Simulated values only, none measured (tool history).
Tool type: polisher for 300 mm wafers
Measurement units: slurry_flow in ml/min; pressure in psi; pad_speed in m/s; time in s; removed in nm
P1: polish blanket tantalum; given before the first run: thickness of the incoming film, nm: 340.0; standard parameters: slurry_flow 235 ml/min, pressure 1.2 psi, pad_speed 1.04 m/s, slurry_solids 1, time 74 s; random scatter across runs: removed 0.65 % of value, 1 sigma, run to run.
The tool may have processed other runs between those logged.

run   hour  slurry_flow  pressure  pad_speed  slurry_solids  time  wafers polished on this pad  hours since the slurry nozzle was cleaned  hours since the head pressure was calibrated  hours since the slurry blender was calibrated  removed
  1    8.9          235       1.2       1.04              1    74                          401                                      344.1                                         437.4                                           77.2   90.959
  2   19.5          235       1.2       1.04            1.3    74                          467                                      354.7                                           448                                           87.8   97.038
  3   34.9          235       1.8       1.04              1    74                          562                                      370.1                                         463.4                                          103.2   137.77
  4   48.4          235       1.2       1.04              1    74                          645                                      383.6                                         476.9                                          116.7   90.263
  5   57.2          140       1.2       1.04              1    74                          699                                      392.4                                         485.7                                          125.5   84.364
  6     69          235       1.2       1.04              1    74                          772                                      404.2                                         497.5                                          137.3   90.103
  7   81.4          235       1.2       1.04           0.55    74                          849                                      416.6                                         509.9                                          149.7   72.627
  8   94.9          235       1.2       0.72            1.3    74                          932                                      430.1                                         523.4                                          163.2   66.365
  9  108.5          235       0.8       1.04              1    74                         1016                                      443.7                                           537                                          176.8   59.798
 10  123.5          235       1.2       1.04              1    74                         1109                                      458.7                                           552                                          191.8   90.886
 11  141.4          365       1.2       1.04              1    74                         1220                                      476.6                                         569.9                                          209.7   94.734
 12  152.3          235       1.5       1.04            0.8    74                         1287                                      487.5                                         580.8                                          220.6    105.8
 13  163.2          235       1.2       1.04              1   109                         1354                                      498.4                                         591.7                                          231.5   133.73
 14  176.4          235       1.2       1.62              1    74                         1436                                      511.6                                         604.9                                          244.7   141.72
 15  189.6          235       1.7       0.58              1    74                         1517                                      524.8                                         618.1                                          257.9   71.726

Run 16 is up next; what results do you expect?
 16  201.1          235       1.2       0.58              1    74                         1588                                      536.3                                         629.6                                          269.4        ?

{"run 16": {"removed": 50.307}}
